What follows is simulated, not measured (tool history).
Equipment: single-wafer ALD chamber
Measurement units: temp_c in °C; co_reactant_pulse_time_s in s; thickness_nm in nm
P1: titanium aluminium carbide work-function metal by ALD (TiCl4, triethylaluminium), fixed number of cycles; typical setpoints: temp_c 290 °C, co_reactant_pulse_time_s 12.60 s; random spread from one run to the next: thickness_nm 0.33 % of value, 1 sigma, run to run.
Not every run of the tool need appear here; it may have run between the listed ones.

Run 1, hour 16.1: temp_c 290 °C, co_reactant_pulse_time_s 12.60 s. Result: thickness_nm 1.9909 nm.
Run 2, hour 25.5: temp_c 290 °C, co_reactant_pulse_time_s 17.71 s. Result: thickness_nm 2.0063 nm.
Run 3, hour 37.3: temp_c 314 °C, co_reactant_pulse_time_s 12.60 s. Result: thickness_nm 2.2055 nm.
Run 4, hour 54.7: temp_c 290 °C, co_reactant_pulse_time_s 12.60 s. Result: thickness_nm 1.9796 nm.
Run 5, hour 71.5: temp_c 290 °C, co_reactant_pulse_time_s 4.98 s. Result: thickness_nm 1.6465 nm.
Run 6, hour 90.3: temp_c 278 °C, co_reactant_pulse_time_s 9.26 s. Result: thickness_nm 1.8293 nm.
Run 7, hour 103.4: temp_c 290 °C, co_reactant_pulse_time_s 12.60 s. Result: thickness_nm 1.9899 nm.
Run 8, hour 121.2: temp_c 290 °C, co_reactant_pulse_time_s 12.60 s. Result: thickness_nm 1.9881 nm.
Run 9, hour 132.2: temp_c 303 °C, co_reactant_pulse_time_s 6.93 s. Result: thickness_nm 1.9510 nm.
Run 10, hour 143.7: temp_c 271 °C, co_reactant_pulse_time_s 16.57 s. Result: thickness_nm 1.8405 nm.
Run 11, hour 161.2: temp_c 269 °C, co_reactant_pulse_time_s 12.60 s. Result: thickness_nm 1.8052 nm.
Run 12, hour 176.3: temp_c 290 °C, co_reactant_pulse_time_s 12.60 s. Result: thickness_nm 1.9934 nm.
Run 13, hour 195.5: temp_c 290 °C, co_reactant_pulse_time_s 12.60 s. Result: thickness_nm 1.9681 nm.

What will run 14 give?
Run 14, hour 206.6: temp_c 290 °C, co_reactant_pulse_time_s 12.60 s. Result: thickness_nm ?.

thickness_nm: 1.9570 nm
